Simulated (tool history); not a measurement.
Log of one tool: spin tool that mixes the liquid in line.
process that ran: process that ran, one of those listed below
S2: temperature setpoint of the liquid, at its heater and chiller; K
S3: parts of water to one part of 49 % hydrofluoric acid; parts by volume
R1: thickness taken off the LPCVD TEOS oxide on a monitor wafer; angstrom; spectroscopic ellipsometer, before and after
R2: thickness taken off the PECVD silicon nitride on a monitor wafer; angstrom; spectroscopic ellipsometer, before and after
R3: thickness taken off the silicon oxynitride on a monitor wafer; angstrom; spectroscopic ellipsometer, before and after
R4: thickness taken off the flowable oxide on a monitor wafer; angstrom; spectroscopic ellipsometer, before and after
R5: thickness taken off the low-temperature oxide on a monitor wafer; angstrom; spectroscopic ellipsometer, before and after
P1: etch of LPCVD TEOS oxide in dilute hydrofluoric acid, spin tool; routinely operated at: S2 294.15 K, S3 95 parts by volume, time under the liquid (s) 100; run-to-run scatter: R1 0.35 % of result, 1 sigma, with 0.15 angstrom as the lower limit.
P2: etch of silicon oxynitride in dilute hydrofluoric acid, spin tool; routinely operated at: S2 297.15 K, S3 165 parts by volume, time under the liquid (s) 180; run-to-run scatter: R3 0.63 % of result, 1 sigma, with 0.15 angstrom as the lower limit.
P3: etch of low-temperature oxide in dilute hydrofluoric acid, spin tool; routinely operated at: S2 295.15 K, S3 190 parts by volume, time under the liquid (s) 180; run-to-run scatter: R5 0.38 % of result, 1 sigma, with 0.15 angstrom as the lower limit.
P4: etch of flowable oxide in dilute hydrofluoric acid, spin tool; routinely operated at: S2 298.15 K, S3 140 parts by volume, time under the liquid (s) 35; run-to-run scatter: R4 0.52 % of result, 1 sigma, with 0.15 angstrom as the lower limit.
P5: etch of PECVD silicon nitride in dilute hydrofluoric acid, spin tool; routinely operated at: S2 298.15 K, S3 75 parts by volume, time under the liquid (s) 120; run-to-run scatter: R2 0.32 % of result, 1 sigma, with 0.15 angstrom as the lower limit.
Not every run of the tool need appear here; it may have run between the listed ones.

Run 1, hour 9.8: process that ran P1, S2 294.15 K, S3 95 parts by volume, time under the liquid (s) 100. Result: R1 242.020 angstrom.
Run 2, hour 16.9: process that ran P1, S2 294.15 K, S3 95 parts by volume, time under the liquid (s) 15. Result: R1 36.534 angstrom.
Run 3, hour 25.4: process that ran P5, S2 298.15 K, S3 75 parts by volume, time under the liquid (s) 65. Result: R2 52.840 angstrom.
Run 4, hour 30.1: process that ran P2, S2 297.15 K, S3 55 parts by volume, time under the liquid (s) 180. Result: R3 131.040 angstrom.
Run 5, hour 39.9: process that ran P2, S2 302.65 K, S3 165 parts by volume, time under the liquid (s) 180. Result: R3 50.749 angstrom.
At hour 43.6: thermometer replaced.
Run 6, hour 47.1: process that ran P1, S2 294.15 K, S3 30 parts by volume, time under the liquid (s) 100. Result: R1 831.810 angstrom.
Run 7, hour 51.4: process that ran P4, S2 298.15 K, S3 140 parts by volume, time under the liquid (s) 65. Result: R4 304.61 angstrom.
Run 8, hour 56.5: process that ran P1, S2 300.15 K, S3 95 parts by volume, time under the liquid (s) 100. Result: R1 306.630 angstrom.
Run 9, hour 65.9: process that ran P2, S2 297.15 K, S3 165 parts by volume, time under the liquid (s) 180. Result: R3 39.724 angstrom.
Run 10, hour 74.1: process that ran P1, S2 294.15 K, S3 175 parts by volume, time under the liquid (s) 100. Result: R1 120.230 angstrom.
Run 11, hour 78.8: process that ran P4, S2 298.15 K, S3 140 parts by volume, time under the liquid (s) 35. Result: R4 163.90 angstrom.
Run 12, hour 84.8: process that ran P4, S2 298.15 K, S3 70 parts by volume, time under the liquid (s) 35. Result: R4 359.15 angstrom.
Run 13, hour 90.8: process that ran P1, S2 290.15 K, S3 95 parts by volume, time under the liquid (s) 100. Result: R1 204.920 angstrom.
Run 14, hour 99.7: process that ran P1, S2 294.15 K, S3 95 parts by volume, time under the liquid (s) 145. Result: R1 350.800 angstrom.
Run 15, hour 105.3: process that ran P5, S2 298.15 K, S3 130 parts by volume, time under the liquid (s) 120. Result: R2 56.781 angstrom.
Run 16, hour 113.0: process that ran P5, S2 298.15 K, S3 75 parts by volume, time under the liquid (s) 120. Result: R2 98.383 angstrom.
Run 17, hour 121.8: process that ran P4, S2 290.65 K, S3 140 parts by volume, time under the liquid (s) 35. Result: R4 121.75 angstrom.
Run 18, hour 130.7: process that ran P3, S2 295.15 K, S3 190 parts by volume, time under the liquid (s) 180. Result: R5 134.78 angstrom.
Run 19, hour 135.7: process that ran P2, S2 297.15 K, S3 165 parts by volume, time under the liquid (s) 180. Result: R3 38.812 angstrom.
Run 20, hour 140.8: process that ran P5, S2 293.15 K, S3 75 parts by volume, time under the liquid (s) 120. Result: R2 69.760 angstrom.
Run 21, hour 148.3: process that ran P1, S2 294.15 K, S3 95 parts by volume, time under the liquid (s) 100. Result: R1 242.240 angstrom.
Run 22, hour 154.2: process that ran P3, S2 290.15 K, S3 190 parts by volume, time under the liquid (s) 180. Result: R5 111.73 angstrom.
Run 23, hour 162.5: process that ran P1, S2 294.15 K, S3 155 parts by volume, time under the liquid (s) 55. Result: R1 75.803 angstrom.
Run 24, hour 170.1: process that ran P3, S2 295.15 K, S3 190 parts by volume, time under the liquid (s) 345. Result: R5 260.06 angstrom.
Run 25, hour 179.9: process that ran P1, S2 294.15 K, S3 95 parts by volume, time under the liquid (s) 100. Result: R1 241.980 angstrom.
Run 26, hour 189.9: process that ran P1, S2 294.15 K, S3 95 parts by volume, time under the liquid (s) 100. Result: R1 241.230 angstrom.
Run 27, hour 196.8: process that ran P2, S2 297.15 K, S3 165 parts by volume, time under the liquid (s) 285. Result: R3 62.640 angstrom.
Run 28, hour 204.5: process that ran P5, S2 298.15 K, S3 75 parts by volume, time under the liquid (s) 120. Result: R2 98.321 angstrom.
Run 29, hour 210.0: process that ran P3, S2 295.15 K, S3 110 parts by volume, time under the liquid (s) 180. Result: R5 255.89 angstrom.
Run 30, hour 216.7: process that ran P1, S2 294.15 K, S3 95 parts by volume, time under the liquid (s) 100. Result: R1 242.720 angstrom.
Run 31, hour 224.5: process that ran P1, S2 294.15 K, S3 95 parts by volume, time under the liquid (s) 100. Result: R1 242.800 angstrom.
Run 32, hour 234.1: process that ran P1, S2 294.15 K, S3 95 parts by volume, time under the liquid (s) 100. Result: R1 250.980 angstrom.
Run 33, hour 241.3: process that ran P1, S2 294.15 K, S3 95 parts by volume, time under the liquid (s) 100. Result: R1 253.780 angstrom.

Estimate the outcome of run 34 from the log above:
Run 34, hour 249.0: process that ran P1, S2 294.15 K, S3 95 parts by volume, time under the liquid (s) 100. Result: R1 ?.

{"run 34": {"R1": 258.71}}
